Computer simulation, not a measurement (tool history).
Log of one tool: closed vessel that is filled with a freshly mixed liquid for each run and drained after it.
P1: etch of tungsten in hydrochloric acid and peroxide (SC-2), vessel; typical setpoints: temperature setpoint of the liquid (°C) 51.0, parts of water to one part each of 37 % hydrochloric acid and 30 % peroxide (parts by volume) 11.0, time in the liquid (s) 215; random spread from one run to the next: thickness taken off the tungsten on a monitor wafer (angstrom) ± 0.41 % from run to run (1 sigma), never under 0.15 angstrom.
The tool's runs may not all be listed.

run,hour,temperature setpoint of the liquid (°C),parts of water to one part each of 37 % hydrochloric acid and 30 % peroxide (parts by volume),time in the liquid (s),hours since the thermometer was replaced,hours since the chemicals flow meter was replaced,hours since the drum of peroxide was connected,thickness taken off the tungsten on a monitor wafer (angstrom)
1,4.2,51.0,11.0,215,318.3,303.3,470.0,523.55
2,6.7,65.5,11.0,415,320.8,305.8,472.5,2556.00
3,10.2,64.0,11.0,215,324.3,309.3,476.0,1204.20
4,13.4,51.0,4.0,215,327.5,312.5,479.2,1135.30
5,16.9,51.0,11.0,215,331.0,316.0,482.7,525.19
6,20.1,51.0,11.0,390,334.2,319.2,485.9,950.66
7,22.9,51.0,11.0,215,337.0,322.0,488.7,527.94
8,25.5,51.0,11.0,215,339.6,324.6,491.3,527.57
9,28.2,51.0,20.0,215,342.3,327.3,494.0,312.29
10,31.6,51.0,11.0,215,345.7,330.7,497.4,526.74
11,34.5,58.0,5.5,215,348.6,333.6,500.3,1455.00
12,38.1,51.0,11.0,215,352.2,337.2,503.9,528.02
13,42.0,36.5,11.0,215,356.1,341.1,507.8,193.90
14,44.1,51.0,11.0,100,358.2,343.2,509.9,244.53
15,47.3,51.0,11.0,215,361.4,346.4,513.1,529.86
16,50.8,51.0,11.0,215,364.9,349.9,516.6,543.75

What will run 17 give?
17,54.1,51.0,11.0,215,368.2,353.2,519.9,?

thickness taken off the tungsten on a monitor wafer (angstrom): 553.74
